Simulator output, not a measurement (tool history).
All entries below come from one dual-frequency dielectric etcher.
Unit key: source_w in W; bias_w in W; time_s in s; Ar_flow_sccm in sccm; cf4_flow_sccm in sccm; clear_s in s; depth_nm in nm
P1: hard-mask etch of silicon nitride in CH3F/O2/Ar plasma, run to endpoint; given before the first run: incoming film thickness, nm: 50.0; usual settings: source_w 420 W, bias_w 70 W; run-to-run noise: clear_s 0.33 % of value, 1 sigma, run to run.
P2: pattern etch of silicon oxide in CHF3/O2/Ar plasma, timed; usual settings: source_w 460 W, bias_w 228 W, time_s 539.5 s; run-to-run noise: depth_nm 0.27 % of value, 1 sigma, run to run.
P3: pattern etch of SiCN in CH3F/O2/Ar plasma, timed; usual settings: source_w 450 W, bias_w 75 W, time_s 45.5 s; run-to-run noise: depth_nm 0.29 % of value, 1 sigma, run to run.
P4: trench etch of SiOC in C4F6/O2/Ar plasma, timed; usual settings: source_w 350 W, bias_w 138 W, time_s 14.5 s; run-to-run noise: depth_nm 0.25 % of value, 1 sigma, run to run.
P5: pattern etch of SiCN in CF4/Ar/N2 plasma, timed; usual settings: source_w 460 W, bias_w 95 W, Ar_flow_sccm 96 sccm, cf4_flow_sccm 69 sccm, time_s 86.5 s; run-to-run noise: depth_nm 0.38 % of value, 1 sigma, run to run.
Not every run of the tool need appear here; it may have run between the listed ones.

Run 1, day 0.342: process P1, source_w 420 W, bias_w 70 W. Result: clear_s 69.654 s.
Run 2, day 0.625: process P1, source_w 320 W, bias_w 70 W. Result: clear_s 77.358 s.
Run 3, day 1.042: process P2, source_w 460 W, bias_w 228 W, time_s 539.5 s. Result: depth_nm 1045.100 nm.
Run 4, day 1.329: process P1, source_w 580 W, bias_w 82 W. Result: clear_s 58.383 s.
Run 5, day 1.596: process P5, source_w 570 W, bias_w 95 W, time_s 86.5 s, Ar_flow_sccm 96 sccm, cf4_flow_sccm 69 sccm. Result: depth_nm 103.110 nm.
Run 6, day 1.842: process P4, source_w 420 W, bias_w 138 W, time_s 14.5 s. Result: depth_nm 28.256 nm.
Run 7, day 2.117: process P3, source_w 270 W, bias_w 75 W, time_s 45.5 s. Result: depth_nm 14.786 nm.
Run 8, day 2.567: process P1, source_w 420 W, bias_w 70 W. Result: clear_s 70.101 s.
Run 9, day 2.821: process P2, source_w 460 W, bias_w 228 W, time_s 539.5 s. Result: depth_nm 1046.200 nm.
Run 10, day 3.192: process P2, source_w 460 W, bias_w 133 W, time_s 539.5 s. Result: depth_nm 868.770 nm.
Run 11, day 3.600: process P5, source_w 460 W, bias_w 95 W, time_s 86.5 s, Ar_flow_sccm 96 sccm, cf4_flow_sccm 69 sccm. Result: depth_nm 84.926 nm.
Run 12, day 4.104: process P1, source_w 420 W, bias_w 70 W. Result: clear_s 69.846 s.
At day 4.317: bias power generator calibrated.
Run 13, day 4.433: process P5, source_w 460 W, bias_w 95 W, time_s 121.0 s, Ar_flow_sccm 96 sccm, cf4_flow_sccm 69 sccm. Result: depth_nm 118.690 nm.
Run 14, day 4.746: process P1, source_w 420 W, bias_w 94 W. Result: clear_s 63.049 s.
Run 15, day 5.033: process P5, source_w 460 W, bias_w 65 W, time_s 86.5 s, Ar_flow_sccm 96 sccm, cf4_flow_sccm 69 sccm. Result: depth_nm 74.323 nm.
Run 16, day 5.467: process P1, source_w 420 W, bias_w 70 W. Result: clear_s 69.915 s.
At day 5.742: source power generator calibrated.
Run 17, day 5.983: process P2, source_w 660 W, bias_w 228 W, time_s 539.5 s. Result: depth_nm 1195.200 nm.
Run 18, day 6.221: process P4, source_w 350 W, bias_w 138 W, time_s 8.5 s. Result: depth_nm 15.321 nm.
Run 19, day 6.596: process P3, source_w 450 W, bias_w 75 W, time_s 33.0 s. Result: depth_nm 13.067 nm.
Run 20, day 6.962: process P1, source_w 420 W, bias_w 52 W. Result: clear_s 76.840 s.
Run 21, day 7.204: process P5, source_w 460 W, bias_w 95 W, time_s 86.5 s, Ar_flow_sccm 96 sccm, cf4_flow_sccm 96 sccm. Result: depth_nm 88.726 nm.
Run 22, day 7.621: process P3, source_w 450 W, bias_w 75 W, time_s 45.5 s. Result: depth_nm 17.999 nm.
Run 23, day 7.862: process P1, source_w 540 W, bias_w 70 W. Result: clear_s 63.359 s.
Run 24, day 8.271: process P4, source_w 350 W, bias_w 103 W, time_s 14.5 s. Result: depth_nm 23.998 nm.
Run 25, day 8.792: process P2, source_w 460 W, bias_w 228 W, time_s 773.0 s. Result: depth_nm 1498.800 nm.
Run 26, day 9.112: process P5, source_w 460 W, bias_w 95 W, time_s 86.5 s, Ar_flow_sccm 59 sccm, cf4_flow_sccm 69 sccm. Result: depth_nm 89.761 nm.
Run 27, day 9.421: process P3, source_w 450 W, bias_w 55 W, time_s 45.5 s. Result: depth_nm 16.181 nm.
Run 28, day 9.917: process P4, source_w 350 W, bias_w 138 W, time_s 14.5 s. Result: depth_nm 26.227 nm.
Run 29, day 10.396: process P1, source_w 420 W, bias_w 70 W. Result: clear_s 69.836 s.
Run 30, day 10.792: process P1, source_w 420 W, bias_w 70 W. Result: clear_s 70.168 s.
Run 31, day 11.217: process P1, source_w 420 W, bias_w 70 W. Result: clear_s 70.494 s.
Run 32, day 11.575: process P1, source_w 420 W, bias_w 70 W. Result: clear_s 70.880 s.
At day 11.883: wet clean of the chamber.
Run 33, day 12.033: process P1, source_w 420 W, bias_w 70 W. Result: clear_s 70.522 s.
Run 34, day 12.408: process P1, source_w 420 W, bias_w 70 W. Result: clear_s 71.332 s.
Run 35, day 12.704: process P1, source_w 420 W, bias_w 70 W. Result: clear_s 71.186 s.
Run 36, day 13.079: process P1, source_w 420 W, bias_w 70 W. Result: clear_s 70.947 s.

What P1 gives has crept off from where it sat before. The 2 causes that follow fit the log equally well, each at the size noted:
A: source power that arrives under what is set, % = 4.22
B: bias power that arrives under what is set, % = 4.75
The drift started at roughly day 10.396.
Excluded causes, each with its reason:
chamber walls in a state that lowers the etch rate, %: maintenance at day 11.883, after the shift began, did not return the process to its former output

Consider the 4 check runs below, whose results appear as question marks and each of which averages 2 wafers. Which one distinguishes the causes, in that each cause would give it a clearly different result?
Run check 1, day 13.454: process P2, source_w 650 W, bias_w 228 W, time_s 539.5 s. Result: depth_nm ?.
Run check 2, day 13.454: process P5, source_w 460 W, bias_w 95 W, time_s 86.5 s, Ar_flow_sccm 96 sccm, cf4_flow_sccm 89 sccm. Result: depth_nm ?.
Run check 3, day 13.454: process P3, source_w 450 W, bias_w 64 W, time_s 45.5 s. Result: depth_nm ?.
Run check 4, day 13.454: process P4, source_w 350 W, bias_w 113 W, time_s 14.5 s. Result: depth_nm ?.

Check results expected under each cause:
  check    result      if A      if B
check 1  depth_nm  1169.600  1168.800
check 2  depth_nm    84.658    86.434
check 3  depth_nm    16.727    16.725
check 4  depth_nm    24.281    24.363
How far apart the two closest causes lie, in the result that separates them most: check 1 0.07 %; check 2 2.08 %; check 3 0.01 %; check 4 0.34 %
Check 2 tells the causes apart: in the others they would give nearly the same result.

Running check 2 produced the following: depth_nm 85.960 nm. Which one of the listed causes fits?

It was cause B: bias power that arrives under what is set, %.
